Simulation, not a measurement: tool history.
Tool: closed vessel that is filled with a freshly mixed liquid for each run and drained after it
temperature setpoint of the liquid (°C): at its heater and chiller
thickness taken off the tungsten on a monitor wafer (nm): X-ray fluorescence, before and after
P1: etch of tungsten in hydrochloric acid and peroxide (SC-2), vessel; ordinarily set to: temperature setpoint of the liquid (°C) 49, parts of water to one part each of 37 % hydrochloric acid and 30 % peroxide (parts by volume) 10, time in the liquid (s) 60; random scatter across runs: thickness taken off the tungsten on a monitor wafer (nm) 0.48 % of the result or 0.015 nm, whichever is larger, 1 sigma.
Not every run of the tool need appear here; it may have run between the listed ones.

run,hour,temperature setpoint of the liquid (°C),parts of water to one part each of 37 % hydrochloric acid and 30 % peroxide (parts by volume),time in the liquid (s),thickness taken off the tungsten on a monitor wafer (nm)
1,8.5,49,10,60,9.3357
2,14.4,49,10,60,9.2482
3,22.8,49,10,60,9.2665
4,31.4,35.5,10,60,3.6044
5,36.5,49,4,60,18.461
6,42.5,49,10,60,9.2629
7,47.7,49,10,115,17.82
# hour 49.3: new drum of peroxide connected
8,55.2,49,10,30,4.6579
9,59.6,49,18,30,2.7822
10,66,49,10,60,9.3845
11,74.2,40,13.5,60,3.8564
12,81.9,49,18.5,60,5.3896
13,86,41,10,95,8.4929
14,91.5,64.5,10,60,25.24
15,97.9,49,10,60,9.3001
16,103,49,10,60,9.4921
17,110.6,49,10,60,9.652
18,116.1,49,10,60,9.9035
19,122.6,49,10,60,9.9044
20,131.2,49,10,60,9.9613
21,138.2,49,10,60,9.9859
22,145.1,49,10,60,10.002
23,151.7,49,10,60,10.075
24,156.4,49,10,60,9.9907
25,163.1,49,10,60,10.104

Compared with where it was, what P1 gives has crept away. Each cause listed below fits the log as well as the rest, at the size given for it:
A: liquid hotter than its thermometer reads (K) = 1.2
B: chemicals flow above the setpoint (%) = 10.2
The drift started at roughly hour 97.9.
Why every other cause is out:
peroxide weaker than its label (%): cannot exceed 8; that much would move thickness taken off the tungsten on a monitor wafer (nm) by -7.4 %, which falls short of the creep or goes against it

The list below offers 4 check runs, each averaging the results of 3 wafers, and shows each result as a question mark. For which of them would the listed causes give clearly different results?
check 1,169.8,49,15.5,115,?
check 2,169.8,49,18,30,?
check 3,169.8,36,4,60,?
check 4,169.8,63.5,10,100,?

Check results expected under each cause:
check,result,if A,if B
check 1,thickness taken off the tungsten on a monitor wafer (nm),13.229,13.3
check 2,thickness taken off the tungsten on a monitor wafer (nm),3.0196,3.0401
check 3,thickness taken off the tungsten on a monitor wafer (nm),8.1684,7.9792
check 4,thickness taken off the tungsten on a monitor wafer (nm),42.271,42.561
Distance between the nearest two causes, measured in the result of the check that separates them most: check 1 0.53 %; check 2 0.68 %; check 3 2.34 %; check 4 0.68 %
Only check 3 tells the causes apart: in the others they would give nearly the same result.

Check 3 was then run and gave: thickness taken off the tungsten on a monitor wafer (nm) 8.14. Which cause is it?

It is A: liquid hotter than its thermometer reads (K).
